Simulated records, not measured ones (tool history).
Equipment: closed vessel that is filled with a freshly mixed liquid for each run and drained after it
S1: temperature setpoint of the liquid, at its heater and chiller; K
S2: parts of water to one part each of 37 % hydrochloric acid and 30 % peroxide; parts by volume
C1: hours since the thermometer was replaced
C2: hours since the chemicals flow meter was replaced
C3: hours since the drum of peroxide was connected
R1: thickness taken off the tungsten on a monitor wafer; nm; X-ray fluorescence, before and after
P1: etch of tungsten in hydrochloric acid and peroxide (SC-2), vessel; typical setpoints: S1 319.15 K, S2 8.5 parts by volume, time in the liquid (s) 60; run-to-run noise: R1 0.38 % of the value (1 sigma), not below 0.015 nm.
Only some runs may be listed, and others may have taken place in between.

Run 1, hour 12.3: S1 319.15 K, S2 8.5 parts by volume, time in the liquid (s) 60; C1 487.8; C2 692.3; C3 464.1. Result: R1 11.909 nm.
Run 2, hour 22.5: S1 319.15 K, S2 8.5 parts by volume, time in the liquid (s) 60; C1 498; C2 702.5; C3 474.3. Result: R1 11.836 nm.
Run 3, hour 33.3: S1 334.65 K, S2 8.5 parts by volume, time in the liquid (s) 60; C1 508.8; C2 713.3; C3 485.1. Result: R1 32.792 nm.
At hour 39.8: thermometer replaced.
Run 4, hour 42.4: S1 319.15 K, S2 4 parts by volume, time in the liquid (s) 60; C1 2.6; C2 722.4; C3 494.2. Result: R1 20.753 nm.
Run 5, hour 49: S1 319.15 K, S2 8.5 parts by volume, time in the liquid (s) 60; C1 9.2; C2 729; C3 500.8. Result: R1 11.898 nm.
Run 6, hour 60.5: S1 319.15 K, S2 8.5 parts by volume, time in the liquid (s) 30; C1 20.7; C2 740.5; C3 512.3. Result: R1 5.954 nm.
Run 7, hour 67.7: S1 319.15 K, S2 8.5 parts by volume, time in the liquid (s) 60; C1 27.9; C2 747.7; C3 519.5. Result: R1 11.86 nm.
Run 8, hour 77.4: S1 319.15 K, S2 8.5 parts by volume, time in the liquid (s) 60; C1 37.6; C2 757.4; C3 529.2. Result: R1 11.909 nm.
At hour 84: chemicals flow meter replaced.
Run 9, hour 86.3: S1 319.15 K, S2 8.5 parts by volume, time in the liquid (s) 60; C1 46.5; C2 2.3; C3 538.1. Result: R1 11.816 nm.
Run 10, hour 97.2: S1 319.15 K, S2 8.5 parts by volume, time in the liquid (s) 120; C1 57.4; C2 13.2; C3 549. Result: R1 23.578 nm.
Run 11, hour 105.9: S1 319.15 K, S2 15 parts by volume, time in the liquid (s) 60; C1 66.1; C2 21.9; C3 557.7. Result: R1 7.3374 nm.

The next listed run, before its measurement:
At hour 107.5: new drum of peroxide connected.
Run 12, hour 112.2: S1 319.15 K, S2 8.5 parts by volume, time in the liquid (s) 60; C1 72.4; C2 28.2; C3 4.7. Result: R1 ?.

{"run 12": {"R1": 11.891}}
